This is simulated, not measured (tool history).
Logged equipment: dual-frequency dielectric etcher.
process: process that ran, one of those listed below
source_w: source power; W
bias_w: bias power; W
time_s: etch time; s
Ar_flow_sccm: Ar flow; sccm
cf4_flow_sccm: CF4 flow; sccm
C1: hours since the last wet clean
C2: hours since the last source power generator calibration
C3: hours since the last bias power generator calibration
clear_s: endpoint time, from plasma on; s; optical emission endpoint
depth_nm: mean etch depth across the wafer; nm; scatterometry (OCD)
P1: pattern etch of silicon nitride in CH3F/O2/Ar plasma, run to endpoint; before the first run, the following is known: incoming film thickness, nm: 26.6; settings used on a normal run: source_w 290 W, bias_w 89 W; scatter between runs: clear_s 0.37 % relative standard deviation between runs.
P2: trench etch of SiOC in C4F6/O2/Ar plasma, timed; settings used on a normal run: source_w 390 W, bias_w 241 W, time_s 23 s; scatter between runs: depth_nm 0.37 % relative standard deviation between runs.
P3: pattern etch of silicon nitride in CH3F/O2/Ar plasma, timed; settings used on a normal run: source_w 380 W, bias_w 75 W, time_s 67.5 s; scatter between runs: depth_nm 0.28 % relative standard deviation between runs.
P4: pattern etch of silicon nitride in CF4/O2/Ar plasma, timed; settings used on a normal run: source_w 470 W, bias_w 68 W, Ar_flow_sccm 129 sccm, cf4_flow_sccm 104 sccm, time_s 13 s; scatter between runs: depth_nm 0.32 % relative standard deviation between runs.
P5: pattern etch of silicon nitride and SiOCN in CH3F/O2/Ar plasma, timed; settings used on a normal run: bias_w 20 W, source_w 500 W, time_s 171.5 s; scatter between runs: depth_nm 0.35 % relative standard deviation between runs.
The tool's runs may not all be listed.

{"run": 1, "hour": 11.0, "process": "P1", "source_w": 290, "bias_w": 89, "C1": 74.5, "C2": 1439.2, "C3": 472.8, "clear_s": 38.98}
{"run": 2, "hour": 19.6, "process": "P1", "source_w": 190, "bias_w": 89, "C1": 83.1, "C2": 1447.8, "C3": 481.4, "clear_s": 45.553}
{"run": 3, "hour": 33.1, "process": "P3", "source_w": 380, "bias_w": 75, "time_s": 67.5, "C1": 96.6, "C2": 1461.3, "C3": 494.9, "depth_nm": 46.559}
{"run": 4, "hour": 39.9, "process": "P4", "source_w": 470, "bias_w": 68, "time_s": 13, "Ar_flow_sccm": 129, "cf4_flow_sccm": 62, "C1": 103.4, "C2": 1468.1, "C3": 501.7, "depth_nm": 23.93}
{"run": 5, "hour": 52.7, "process": "P1", "source_w": 290, "bias_w": 89, "C1": 116.2, "C2": 1480.9, "C3": 514.5, "clear_s": 39.02}
{"run": 6, "hour": 61.2, "process": "P1", "source_w": 400, "bias_w": 110, "C1": 124.7, "C2": 1489.4, "C3": 523, "clear_s": 31.949}
{"run": 7, "hour": 68.7, "process": "P3", "source_w": 290, "bias_w": 75, "time_s": 67.5, "C1": 132.2, "C2": 1496.9, "C3": 530.5, "depth_nm": 42.174}
{"run": 8, "hour": 77.3, "process": "P1", "source_w": 380, "bias_w": 110, "C1": 140.8, "C2": 1505.5, "C3": 539.1, "clear_s": 32.584}
{"run": 9, "hour": 87.5, "process": "P2", "source_w": 390, "bias_w": 241, "time_s": 16.5, "C1": 151, "C2": 1515.7, "C3": 549.3, "depth_nm": 37.072}
{"run": 10, "hour": 96.7, "process": "P3", "source_w": 380, "bias_w": 75, "time_s": 97, "C1": 160.2, "C2": 1524.9, "C3": 558.5, "depth_nm": 66.931}
{"run": 11, "hour": 103.5, "process": "P4", "source_w": 470, "bias_w": 68, "time_s": 13, "Ar_flow_sccm": 183, "cf4_flow_sccm": 104, "C1": 167, "C2": 1531.7, "C3": 565.3, "depth_nm": 24.443}
{"run": 12, "hour": 113.0, "process": "P1", "source_w": 290, "bias_w": 66, "C1": 176.5, "C2": 1541.2, "C3": 574.8, "clear_s": 43.368}
{"run": 13, "hour": 122.7, "process": "P1", "source_w": 290, "bias_w": 108, "C1": 186.2, "C2": 1550.9, "C3": 584.5, "clear_s": 36.197}
{"run": 14, "hour": 129.0, "process": "P1", "source_w": 290, "bias_w": 89, "C1": 192.5, "C2": 1557.2, "C3": 590.8, "clear_s": 38.867}
{"run": 15, "hour": 139.7, "process": "P4", "source_w": 470, "bias_w": 43, "time_s": 13, "Ar_flow_sccm": 129, "cf4_flow_sccm": 104, "C1": 203.2, "C2": 1567.9, "C3": 601.5, "depth_nm": 21.429}
{"run": 16, "hour": 151.8, "process": "P2", "source_w": 470, "bias_w": 241, "time_s": 23, "C1": 215.3, "C2": 1580, "C3": 613.6, "depth_nm": 55.643}
{"run": 17, "hour": 158.8, "process": "P2", "source_w": 390, "bias_w": 241, "time_s": 23, "C1": 222.3, "C2": 1587, "C3": 620.6, "depth_nm": 51.642}
{"run": 18, "hour": 170.2, "process": "P4", "source_w": 320, "bias_w": 68, "time_s": 13, "Ar_flow_sccm": 129, "cf4_flow_sccm": 104, "C1": 233.7, "C2": 1598.4, "C3": 632, "depth_nm": 18.391}
{"run": 19, "hour": 181.6, "process": "P4", "source_w": 470, "bias_w": 68, "time_s": 13, "Ar_flow_sccm": 129, "cf4_flow_sccm": 104, "C1": 245.1, "C2": 1609.8, "C3": 643.4, "depth_nm": 25.608}
{"run": 20, "hour": 189.9, "process": "P4", "source_w": 470, "bias_w": 68, "time_s": 13, "Ar_flow_sccm": 129, "cf4_flow_sccm": 104, "C1": 253.4, "C2": 1618.1, "C3": 651.7, "depth_nm": 25.557}
{"run": 21, "hour": 196.0, "process": "P5", "source_w": 500, "bias_w": 20, "time_s": 106, "C1": 259.5, "C2": 1624.2, "C3": 657.8, "depth_nm": 14.463}
{"run": 22, "hour": 202.8, "process": "P5", "source_w": 500, "bias_w": 26, "time_s": 171.5, "C1": 266.3, "C2": 1631, "C3": 664.6, "depth_nm": 26.137}

The next listed run, before its measurement:
{"run": 23, "hour": 209.1, "process": "P1", "source_w": 290, "bias_w": 89, "C1": 272.6, "C2": 1637.3, "C3": 670.9, "clear_s": "?"}

{"run 23": {"clear_s": 38.669}}
